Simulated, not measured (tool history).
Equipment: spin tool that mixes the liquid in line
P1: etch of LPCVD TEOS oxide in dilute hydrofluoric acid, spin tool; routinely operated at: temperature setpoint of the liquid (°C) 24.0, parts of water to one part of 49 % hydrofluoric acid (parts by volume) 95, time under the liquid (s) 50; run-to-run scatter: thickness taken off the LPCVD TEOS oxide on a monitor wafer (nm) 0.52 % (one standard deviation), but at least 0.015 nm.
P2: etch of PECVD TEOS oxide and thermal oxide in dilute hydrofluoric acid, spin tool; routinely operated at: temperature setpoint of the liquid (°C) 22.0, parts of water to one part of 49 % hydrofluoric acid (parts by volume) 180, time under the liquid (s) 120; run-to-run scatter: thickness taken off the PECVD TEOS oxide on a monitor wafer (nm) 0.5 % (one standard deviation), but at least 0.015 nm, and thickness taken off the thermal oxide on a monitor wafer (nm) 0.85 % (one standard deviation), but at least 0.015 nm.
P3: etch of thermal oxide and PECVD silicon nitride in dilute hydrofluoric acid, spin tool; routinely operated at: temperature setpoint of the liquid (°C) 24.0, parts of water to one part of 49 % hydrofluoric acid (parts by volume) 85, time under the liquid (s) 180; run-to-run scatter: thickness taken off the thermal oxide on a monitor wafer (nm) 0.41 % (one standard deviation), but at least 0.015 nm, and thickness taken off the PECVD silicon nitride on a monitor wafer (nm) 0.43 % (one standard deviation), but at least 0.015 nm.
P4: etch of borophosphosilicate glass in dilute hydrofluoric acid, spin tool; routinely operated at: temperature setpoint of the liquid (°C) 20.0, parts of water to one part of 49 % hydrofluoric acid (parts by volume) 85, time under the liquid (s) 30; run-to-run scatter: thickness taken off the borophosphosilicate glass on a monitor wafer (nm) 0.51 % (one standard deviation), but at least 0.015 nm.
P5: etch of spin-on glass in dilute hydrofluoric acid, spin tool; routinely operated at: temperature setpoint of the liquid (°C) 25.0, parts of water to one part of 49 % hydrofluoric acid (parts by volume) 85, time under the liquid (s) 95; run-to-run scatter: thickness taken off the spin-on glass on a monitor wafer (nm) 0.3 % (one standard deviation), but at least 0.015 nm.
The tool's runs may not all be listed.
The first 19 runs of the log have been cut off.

| run | hour | process that ran | temperature setpoint of the liquid (°C) | parts of water to one part of 49 % hydrofluoric acid (parts by volume) | time under the liquid (s) | hours since the thermometer was replaced | hours since the hydrofluoric acid flow meter was replaced | thickness taken off the LPCVD TEOS oxide on a monitor wafer (nm) | thickness taken off the thermal oxide on a monitor wafer (nm) | thickness taken off the PECVD silicon nitride on a monitor wafer (nm) | thickness taken off the spin-on glass on a monitor wafer (nm) | thickness taken off the borophosphosilicate glass on a monitor wafer (nm) | thickness taken off the PECVD TEOS oxide on a monitor wafer (nm) |
|---|---|---|---|---|---|---|---|---|---|---|---|---|---|
| 20 | 236.2 | P1 | 24.0 | 95 | 50 | 76.0 | 1659.5 | 21.0830 |  |  |  |  |  |
| 21 | 245.3 | P2 | 22.0 | 180 | 120 | 85.1 | 1668.6 |  | 2.7169 |  |  |  | 4.7165 |
| 22 | 260.9 | P1 | 24.0 | 55 | 50 | 100.7 | 1684.2 | 38.1790 |  |  |  |  |  |
| 23 | 275.6 | P1 | 24.0 | 95 | 85 | 115.4 | 1698.9 | 36.0970 |  |  |  |  |  |
| 24 | 289.3 | P2 | 29.5 | 180 | 120 | 129.1 | 1712.6 |  | 3.6279 |  |  |  | 6.1646 |
| 25 | 304.6 | P4 | 20.0 | 85 | 50 | 144.4 | 1727.9 |  |  |  |  | 25.2290 |  |
| 26 | 319.9 | P3 | 24.0 | 85 | 180 | 159.7 | 1743.2 |  | 9.7284 | 6.4792 |  |  |  |
| 27 | 335.0 | P4 | 20.0 | 85 | 30 | 174.8 | 1758.3 |  |  |  |  | 15.0220 |  |
| 28 | 346.5 | P1 | 24.0 | 95 | 50 | 186.3 | 1769.8 | 21.0630 |  |  |  |  |  |
| 29 | 361.9 | P1 | 24.0 | 95 | 50 | 201.7 | 1785.2 | 21.0740 |  |  |  |  |  |
| 30 | 368.8 | P1 | 31.5 | 95 | 90 | 208.6 | 1792.1 | 50.6950 |  |  |  |  |  |
| 31 | 384.3 | P1 | 24.0 | 95 | 50 | 224.1 | 1807.6 | 20.9690 |  |  |  |  |  |
| 32 | 396.7 | P1 | 24.0 | 95 | 50 | 236.5 | 1820.0 | 22.1400 |  |  |  |  |  |
| 33 | 408.0 | P1 | 24.0 | 95 | 50 | 247.8 | 1831.3 | 22.7250 |  |  |  |  |  |

Expected results for the next run?
| 34 | 420.0 | P1 | 24.0 | 95 | 50 | 259.8 | 1843.3 | ? |  |  |  |  |  |

thickness taken off the LPCVD TEOS oxide on a monitor wafer (nm): 22.7640
